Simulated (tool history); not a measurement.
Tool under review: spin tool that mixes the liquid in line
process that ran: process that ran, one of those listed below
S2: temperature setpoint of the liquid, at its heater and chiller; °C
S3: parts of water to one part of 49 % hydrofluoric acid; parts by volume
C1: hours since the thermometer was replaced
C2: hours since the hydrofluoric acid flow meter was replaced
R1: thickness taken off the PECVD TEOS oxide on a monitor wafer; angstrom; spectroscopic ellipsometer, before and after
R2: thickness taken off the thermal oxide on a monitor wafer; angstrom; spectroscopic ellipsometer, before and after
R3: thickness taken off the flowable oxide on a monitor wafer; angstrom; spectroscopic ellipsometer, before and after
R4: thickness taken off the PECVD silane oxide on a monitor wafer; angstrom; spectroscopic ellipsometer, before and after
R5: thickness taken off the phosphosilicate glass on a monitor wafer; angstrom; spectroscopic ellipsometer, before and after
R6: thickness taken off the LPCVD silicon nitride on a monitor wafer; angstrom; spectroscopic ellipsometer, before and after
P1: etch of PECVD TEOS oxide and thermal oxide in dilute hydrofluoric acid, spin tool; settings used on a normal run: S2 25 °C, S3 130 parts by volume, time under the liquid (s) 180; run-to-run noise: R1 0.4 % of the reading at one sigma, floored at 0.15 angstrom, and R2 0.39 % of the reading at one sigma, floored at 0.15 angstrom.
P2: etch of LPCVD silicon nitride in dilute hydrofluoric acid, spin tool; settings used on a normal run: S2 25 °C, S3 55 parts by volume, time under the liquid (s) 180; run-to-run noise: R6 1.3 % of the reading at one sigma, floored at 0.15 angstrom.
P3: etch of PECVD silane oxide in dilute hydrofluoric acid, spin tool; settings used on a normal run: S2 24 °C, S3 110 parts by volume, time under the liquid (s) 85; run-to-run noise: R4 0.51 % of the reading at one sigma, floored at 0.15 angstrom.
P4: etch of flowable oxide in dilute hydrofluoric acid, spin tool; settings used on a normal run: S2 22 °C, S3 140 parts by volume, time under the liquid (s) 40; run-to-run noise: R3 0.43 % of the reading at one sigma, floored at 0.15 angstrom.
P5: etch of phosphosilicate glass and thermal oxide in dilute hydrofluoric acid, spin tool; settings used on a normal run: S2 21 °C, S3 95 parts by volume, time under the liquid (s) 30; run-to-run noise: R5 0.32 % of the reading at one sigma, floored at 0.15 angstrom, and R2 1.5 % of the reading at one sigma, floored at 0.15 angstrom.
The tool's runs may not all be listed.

run 1 hour=10.6 | process_that_ran=P1 S2=25 S3=130 time_under_the_liquid_(s)=180 | C1=1555.8 C2=186.9 | R1=201.73 R2=68.951
run 2 hour=21.5 | process_that_ran=P4 S2=22 S3=140 time_under_the_liquid_(s)=40 | C1=1566.7 C2=197.8 | R3=95.209
run 3 hour=32.5 | process_that_ran=P3 S2=24 S3=110 time_under_the_liquid_(s)=85 | C1=1577.7 C2=208.8 | R4=159.51
run 4 hour=43.1 | process_that_ran=P3 S2=24 S3=110 time_under_the_liquid_(s)=140 | C1=1588.3 C2=219.4 | R4=261.55
run 5 hour=51.4 | process_that_ran=P5 S2=21 S3=95 time_under_the_liquid_(s)=15 | C1=1596.6 C2=227.7 | R2=7.0207 R5=117.02
run 6 hour=59.8 | process_that_ran=P1 S2=25 S3=130 time_under_the_liquid_(s)=180 | C1=1605 C2=236.1 | R1=201.55 R2=69.188
run 7 hour=69.4 | process_that_ran=P1 S2=25 S3=130 time_under_the_liquid_(s)=180 | C1=1614.6 C2=245.7 | R1=201.85 R2=69.185
run 8 hour=77.4 | process_that_ran=P1 S2=25 S3=210 time_under_the_liquid_(s)=30 | C1=1622.6 C2=253.7 | R1=19.033 R2=6.5255
run 9 hour=89.1 | process_that_ran=P1 S2=25 S3=130 time_under_the_liquid_(s)=180 | C1=1634.3 C2=265.4 | R1=201.5 R2=69.786
run 10 hour=98.5 | process_that_ran=P2 S2=31.5 S3=55 time_under_the_liquid_(s)=180 | C1=1643.7 C2=274.8 | R6=26.985
run 11 hour=104.9 | process_that_ran=P1 S2=25 S3=130 time_under_the_liquid_(s)=50 | C1=1650.1 C2=281.2 | R1=55.995 R2=19.312
run 12 hour=110.8 | process_that_ran=P4 S2=22 S3=45 time_under_the_liquid_(s)=40 | C1=1656 C2=287.1 | R3=331.13
run 13 hour=122.7 | process_that_ran=P5 S2=21 S3=175 time_under_the_liquid_(s)=30 | C1=1667.9 C2=299 | R2=7.1254 R5=117.65
run 14 hour=134 | process_that_ran=P4 S2=22 S3=140 time_under_the_liquid_(s)=40 | C1=1679.2 C2=310.3 | R3=95.377
run 15 hour=145.4 | process_that_ran=P1 S2=25 S3=130 time_under_the_liquid_(s)=335 | C1=1690.6 C2=321.7 | R1=371.29 R2=127.96
run 16 hour=153.7 | process_that_ran=P5 S2=21 S3=95 time_under_the_liquid_(s)=30 | C1=1698.9 C2=330 | R2=14.326 R5=235.43
run 17 hour=161.3 | process_that_ran=P5 S2=17 S3=95 time_under_the_liquid_(s)=30 | C1=1706.5 C2=337.6 | R2=11.979 R5=198.65
run 18 hour=172.8 | process_that_ran=P5 S2=21 S3=95 time_under_the_liquid_(s)=30 | C1=1718 C2=349.1 | R2=14.307 R5=234.43
run 19 hour=179.1 | process_that_ran=P1 S2=18.5 S3=130 time_under_the_liquid_(s)=180 | C1=1724.3 C2=355.4 | R1=155.68 R2=53.282
run 20 hour=188.3 | process_that_ran=P1 S2=25 S3=35 time_under_the_liquid_(s)=350 | C1=1733.5 C2=364.6 | R1=1640.6 R2=562.82
run 21 hour=195.4 | process_that_ran=P2 S2=25 S3=55 time_under_the_liquid_(s)=180 | C1=1740.6 C2=371.7 | R6=17.145
run 22 hour=204.7 | process_that_ran=P1 S2=29 S3=70 time_under_the_liquid_(s)=180 | C1=1749.9 C2=381 | R1=470.88 R2=161.59
run 23 hour=216.7 | process_that_ran=P4 S2=29.5 S3=140 time_under_the_liquid_(s)=40 | C1=1761.9 C2=393 | R3=126.74
run 24 hour=225.3 | process_that_ran=P1 S2=25 S3=130 time_under_the_liquid_(s)=180 | C1=1770.5 C2=401.6 | R1=201.47 R2=69.346
run 25 hour=235.3 | process_that_ran=P2 S2=25 S3=55 time_under_the_liquid_(s)=40 | C1=1780.5 C2=411.6 | R6=3.8813
run 26 hour=244.5 | process_that_ran=P1 S2=25 S3=210 time_under_the_liquid_(s)=180 | C1=1789.7 C2=420.8 | R1=113.54 R2=38.955
run 27 hour=253.5 | process_that_ran=P3 S2=32 S3=110 time_under_the_liquid_(s)=85 | C1=1798.7 C2=429.8 | R4=214.02
run 28 hour=263.7 | process_that_ran=P1 S2=25 S3=130 time_under_the_liquid_(s)=180 | C1=1808.9 C2=440 | R1=201.49 R2=69.069
run 29 hour=270.3 | process_that_ran=P3 S2=24 S3=40 time_under_the_liquid_(s)=85 | C1=1815.5 C2=446.6 | R4=477.61
run 30 hour=276.7 | process_that_ran=P1 S2=31 S3=130 time_under_the_liquid_(s)=180 | C1=1821.9 C2=453 | R1=252.38 R2=86.831
run 31 hour=284.3 | process_that_ran=P2 S2=25 S3=55 time_under_the_liquid_(s)=180 | C1=1829.5 C2=460.6 | R6=17.706
run 32 hour=294.4 | process_that_ran=P4 S2=22 S3=140 time_under_the_liquid_(s)=15 | C1=1839.6 C2=470.7 | R3=35.791

Run 33 has not been measured yet. What should we expect?
run 33 hour=302.3 | process_that_ran=P2 S2=25 S3=100 time_under_the_liquid_(s)=180 | C1=1847.5 C2=478.6 | R6=?

{"run 33": {"R6": 9.4912}}
